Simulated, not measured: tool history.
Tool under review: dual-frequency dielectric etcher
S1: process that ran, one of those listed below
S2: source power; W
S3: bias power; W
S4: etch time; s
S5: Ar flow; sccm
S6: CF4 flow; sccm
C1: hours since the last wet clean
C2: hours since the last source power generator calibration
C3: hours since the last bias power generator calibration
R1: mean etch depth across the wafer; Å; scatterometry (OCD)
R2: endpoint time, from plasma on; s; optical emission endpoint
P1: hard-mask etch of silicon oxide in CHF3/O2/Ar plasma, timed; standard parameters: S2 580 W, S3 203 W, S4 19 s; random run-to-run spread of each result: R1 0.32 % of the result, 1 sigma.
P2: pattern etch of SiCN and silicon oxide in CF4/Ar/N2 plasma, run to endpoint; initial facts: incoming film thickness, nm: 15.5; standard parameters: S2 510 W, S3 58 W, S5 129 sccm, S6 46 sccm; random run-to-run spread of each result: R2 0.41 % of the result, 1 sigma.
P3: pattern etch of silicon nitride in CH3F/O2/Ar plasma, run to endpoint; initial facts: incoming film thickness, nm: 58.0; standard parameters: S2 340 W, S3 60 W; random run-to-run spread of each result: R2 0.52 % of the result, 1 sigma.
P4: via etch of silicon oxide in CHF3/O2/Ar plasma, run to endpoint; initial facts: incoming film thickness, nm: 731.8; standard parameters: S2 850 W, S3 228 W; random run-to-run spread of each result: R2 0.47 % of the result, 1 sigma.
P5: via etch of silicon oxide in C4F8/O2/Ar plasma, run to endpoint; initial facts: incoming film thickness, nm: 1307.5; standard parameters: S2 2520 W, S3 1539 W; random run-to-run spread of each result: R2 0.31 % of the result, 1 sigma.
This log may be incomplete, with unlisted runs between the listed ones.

run   hour  S1    S2    S3    S4   S5  S6     C1      C2      C3      R1      R2
  1    5.8  P1   580   203    19             184   791.7  1116.1  395.98
  2   15.4  P3   340    60                 193.6   801.3  1125.7          95.494
  3   21.9  P1   580   203    14           200.1   807.8  1132.2   290.7
  4   29.3  P1   580   203    19           207.5   815.2  1139.6  395.36
  5     40  P5  2520  1539                 218.2   825.9  1150.3          255.24
  6   51.3  P3   220    60                 229.5   837.2  1161.6           114.3
  7   63.6  P2   510    58        129  46  241.8   849.5  1173.9          19.521
  8   70.8  P1   580   203    19             249   856.7  1181.1  396.05
  9   79.8  P1   580   203    19             258   865.7  1190.1  398.55
 10   91.5  P4   850   133                 269.7   877.4  1201.8          364.71
 11    103  P5  2520   960                 281.2   888.9  1213.3          286.69
 12    112  P1   580   203    26           290.2   897.9  1222.3  541.03
 13  123.6  P2   510    43        129  46  301.8   909.5  1233.9          21.868
 14  131.3  P5  2520  1539                 309.5   917.2  1241.6          254.54
 15  140.3  P1   390   203    19           318.5   926.2  1250.6  339.98
 16  149.6  P4   510   228                 327.8   935.5  1259.9          372.45
 17  158.8  P1   700   123    19             337   944.7  1269.1   363.1
 18  165.9  P1   430   203  12.5           344.1   951.8  1276.2  231.36
 19  176.2  P1   580   203    19           354.4   962.1  1286.5  394.94
 20    183  P3   340    35                 361.2   968.9  1293.3          113.54
 21  190.3  P1   580   144    19           368.5   976.2  1300.6  353.64
 22  202.7  P2   510    58        173  46  380.9   988.6    1313          20.541
 23  208.6  P3   340    60                 386.8   994.5  1318.9          96.116
 24  219.6  P1   810   203    19           397.8  1005.5  1329.9  448.58
 25  228.6  P1   580   203    19           406.8  1014.5  1338.9  397.94
 26  238.8  P5  3390  1539                   417  1024.7  1349.1          225.63
 27  246.4  P4   850   228                 424.6  1032.3  1356.7          305.78
 28    253  P2   510    58        129  65  431.2  1038.9  1363.3          18.429
 29  259.2  P1   580   269    19           437.4  1045.1  1369.5  436.76
 30  265.6  P2   400    58        129  46  443.8  1051.5  1375.9           24.18
 31  277.8  P1   580   203    19             456  1063.7  1388.1  396.12
 32  285.5  P1   580   203    19           463.7  1071.4  1395.8  393.56
 33  294.6  P1   580   203    19           472.8  1080.5  1404.9  391.91
 34    305  P1   580   203    19           483.2  1090.9  1415.3  392.79
 35  311.6  P1   580   203    19           489.8  1097.5  1421.9  393.47
     316.2  -- wet clean of the chamber
 36  322.4  P1   580   203    19             6.3  1108.3  1432.7  392.06
 37  333.4  P1   580   203    19            17.3  1119.3  1443.7  389.54
 38  343.9  P1   580   203    19            27.8  1129.8  1454.2  387.03

Something has made what P1 gives creep away from where it was; the 2 causes below, each at its own stated size, fit the log equally well:
A: bias power that arrives under what is set, % = 4.52
B: source power that arrives under what is set, % = 4.1
At approximately hour 277.8, the process output began to creep.
What rules out each remaining cause:
chamber walls in a state that lowers the etch rate, %: serviced at hour 316.2, after the drift had started, without restoring the earlier output

Consider the 4 check runs below, whose results appear as question marks and each of which averages 2 wafers. Which one distinguishes the causes, in that each cause would give it a clearly different result?
check 1  354.4  P2   510    48      129  46                   ?
check 2  354.4  P4   600   191                                ?
check 3  354.4  P3   240    36                                ?
check 4  354.4  P5  3130  1539                                ?

What every check run would give for each of its results, assuming each possible cause in turn:
  check  result    if A    if B
check 1      R2  21.223  21.674
check 2      R2  378.11  378.22
check 3      R2  131.06  131.41
check 4      R2  236.26  237.49
How far apart the two closest causes lie, in the result that separates them most: check 1 2.1 %; check 2 0.03 %; check 3 0.27 %; check 4 0.52 %
Only in check 1 would the causes give clearly different results; in the remaining checks their results would be nearly the same.

With check 1 done, the readings were: R2 21.713 s. Identify which of the listed causes applies.

It was cause B: source power that arrives under what is set, %.

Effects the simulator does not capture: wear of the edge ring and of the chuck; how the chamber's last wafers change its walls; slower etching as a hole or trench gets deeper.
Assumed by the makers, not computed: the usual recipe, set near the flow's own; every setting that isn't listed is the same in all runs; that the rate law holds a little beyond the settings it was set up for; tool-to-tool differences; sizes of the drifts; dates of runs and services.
